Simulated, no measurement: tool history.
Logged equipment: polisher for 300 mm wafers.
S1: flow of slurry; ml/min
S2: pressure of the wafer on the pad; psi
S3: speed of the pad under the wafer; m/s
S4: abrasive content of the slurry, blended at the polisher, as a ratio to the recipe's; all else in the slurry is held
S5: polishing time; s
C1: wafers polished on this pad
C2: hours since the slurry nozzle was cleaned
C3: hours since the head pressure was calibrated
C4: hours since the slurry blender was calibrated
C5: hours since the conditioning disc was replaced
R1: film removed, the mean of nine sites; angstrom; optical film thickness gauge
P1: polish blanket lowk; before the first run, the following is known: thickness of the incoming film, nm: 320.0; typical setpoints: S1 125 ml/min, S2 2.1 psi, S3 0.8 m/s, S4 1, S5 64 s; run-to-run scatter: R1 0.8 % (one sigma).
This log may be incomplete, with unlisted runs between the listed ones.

{"run": 1, "hour": 12.9, "S1": 125, "S2": 2.1, "S3": 0.8, "S4": 1, "S5": 64, "C1": 421, "C2": 252.5, "C3": 372.3, "C4": 93.4, "C5": 66.3, "R1": 258.76}
{"run": 2, "hour": 22.0, "S1": 75, "S2": 2.1, "S3": 0.8, "S4": 1, "S5": 64, "C1": 476, "C2": 261.6, "C3": 381.4, "C4": 102.5, "C5": 75.4, "R1": 226.74}
{"run": 3, "hour": 40.6, "S1": 125, "S2": 2.1, "S3": 0.8, "S4": 1, "S5": 64, "C1": 588, "C2": 280.2, "C3": 400, "C4": 121.1, "C5": 94, "R1": 257.46}
{"run": 4, "hour": 57.8, "S1": 125, "S2": 2.1, "S3": 0.8, "S4": 0.6, "S5": 64, "C1": 691, "C2": 297.4, "C3": 417.2, "C4": 138.3, "C5": 111.2, "R1": 195.39}
{"run": 5, "hour": 68.6, "S1": 125, "S2": 2.1, "S3": 0.8, "S4": 1, "S5": 64, "C1": 756, "C2": 308.2, "C3": 428, "C4": 149.1, "C5": 122, "R1": 258}
{"run": 6, "hour": 81.2, "S1": 75, "S2": 2.1, "S3": 0.8, "S4": 1.4, "S5": 64, "C1": 832, "C2": 320.8, "C3": 440.6, "C4": 161.7, "C5": 134.6, "R1": 263.61}
{"run": 7, "hour": 97.5, "S1": 125, "S2": 1.5, "S3": 0.8, "S4": 1, "S5": 64, "C1": 930, "C2": 337.1, "C3": 456.9, "C4": 178, "C5": 150.9, "R1": 185.21}
{"run": 8, "hour": 113.7, "S1": 125, "S2": 2.1, "S3": 0.42, "S4": 1, "S5": 64, "C1": 1028, "C2": 353.3, "C3": 473.1, "C4": 194.2, "C5": 167.1, "R1": 153.68}
{"run": 9, "hour": 127.3, "S1": 125, "S2": 2.1, "S3": 1.2, "S4": 1, "S5": 64, "C1": 1109, "C2": 366.9, "C3": 486.7, "C4": 207.8, "C5": 180.7, "R1": 357.34}
{"run": 10, "hour": 135.8, "S1": 125, "S2": 2.1, "S3": 0.8, "S4": 1, "S5": 99, "C1": 1161, "C2": 375.4, "C3": 495.2, "C4": 216.3, "C5": 189.2, "R1": 397.95}
{"run": 11, "hour": 149.9, "S1": 175, "S2": 2.1, "S3": 0.8, "S4": 1, "S5": 64, "C1": 1245, "C2": 389.5, "C3": 509.3, "C4": 230.4, "C5": 203.3, "R1": 273.21}
{"run": 12, "hour": 162.9, "S1": 125, "S2": 2.7, "S3": 0.8, "S4": 1, "S5": 64, "C1": 1324, "C2": 402.5, "C3": 522.3, "C4": 243.4, "C5": 216.3, "R1": 331.69}
{"run": 13, "hour": 172.6, "S1": 125, "S2": 2.1, "S3": 0.8, "S4": 1, "S5": 34, "C1": 1382, "C2": 412.2, "C3": 532, "C4": 253.1, "C5": 226, "R1": 135.95}
{"run": 14, "hour": 181.8, "S1": 125, "S2": 2.1, "S3": 0.8, "S4": 1, "S5": 64, "C1": 1437, "C2": 421.4, "C3": 541.2, "C4": 262.3, "C5": 235.2, "R1": 258.77}
{"run": 15, "hour": 199.3, "S1": 125, "S2": 2.1, "S3": 0.8, "S4": 1, "S5": 64, "C1": 1543, "C2": 438.9, "C3": 558.7, "C4": 279.8, "C5": 252.7, "R1": 257.65}
{"run": 16, "hour": 216.3, "S1": 125, "S2": 2.1, "S3": 0.8, "S4": 1.45, "S5": 64, "C1": 1645, "C2": 455.9, "C3": 575.7, "C4": 296.8, "C5": 269.7, "R1": 304.08}
{"run": 17, "hour": 229.0, "S1": 125, "S2": 2.1, "S3": 0.8, "S4": 1, "S5": 64, "C1": 1721, "C2": 468.6, "C3": 588.4, "C4": 309.5, "C5": 282.4, "R1": 258.93}
{"run": 18, "hour": 237.6, "S1": 125, "S2": 2.1, "S3": 0.8, "S4": 1, "S5": 64, "C1": 1773, "C2": 477.2, "C3": 597, "C4": 318.1, "C5": 291, "R1": 249.16}
{"run": 19, "hour": 248.0, "S1": 125, "S2": 2.1, "S3": 0.8, "S4": 1, "S5": 64, "C1": 1836, "C2": 487.6, "C3": 607.4, "C4": 328.5, "C5": 301.4, "R1": 242.79}
{"run": 20, "hour": 262.7, "S1": 125, "S2": 2.1, "S3": 0.8, "S4": 1, "S5": 64, "C1": 1924, "C2": 502.3, "C3": 622.1, "C4": 343.2, "C5": 316.1, "R1": 235.73}
{"run": 21, "hour": 277.7, "S1": 125, "S2": 2.1, "S3": 0.8, "S4": 1, "S5": 64, "C1": 2014, "C2": 517.3, "C3": 637.1, "C4": 358.2, "C5": 331.1, "R1": 231}
{"hour": 286.7, "done": "slurry blender recalibrated"}
{"hour": 291.4, "done": "head pressure recalibrated"}
{"run": 22, "hour": 293.0, "S1": 125, "S2": 2.1, "S3": 0.8, "S4": 1, "S5": 64, "C1": 2106, "C2": 532.6, "C3": 1.6, "C4": 6.4, "C5": 346.4, "R1": 226.9}
{"run": 23, "hour": 307.3, "S1": 125, "S2": 2.1, "S3": 0.8, "S4": 1, "S5": 64, "C1": 2192, "C2": 546.9, "C3": 15.9, "C4": 20.7, "C5": 360.7, "R1": 230.13}
{"hour": 310.6, "done": "conditioning disc replaced and pad reconditioned"}
{"run": 24, "hour": 323.1, "S1": 125, "S2": 2.1, "S3": 0.8, "S4": 1, "S5": 64, "C1": 2287, "C2": 562.7, "C3": 31.7, "C4": 36.5, "C5": 12.5, "R1": 227.91}

What will run 25 give?
{"run": 25, "hour": 337.7, "S1": 125, "S2": 2.1, "S3": 0.8, "S4": 1, "S5": 64, "C1": 2375, "C2": 577.3, "C3": 46.3, "C4": 51.1, "C5": 27.1, "R1": "?"}

{"run 25": {"R1": 226.83}}
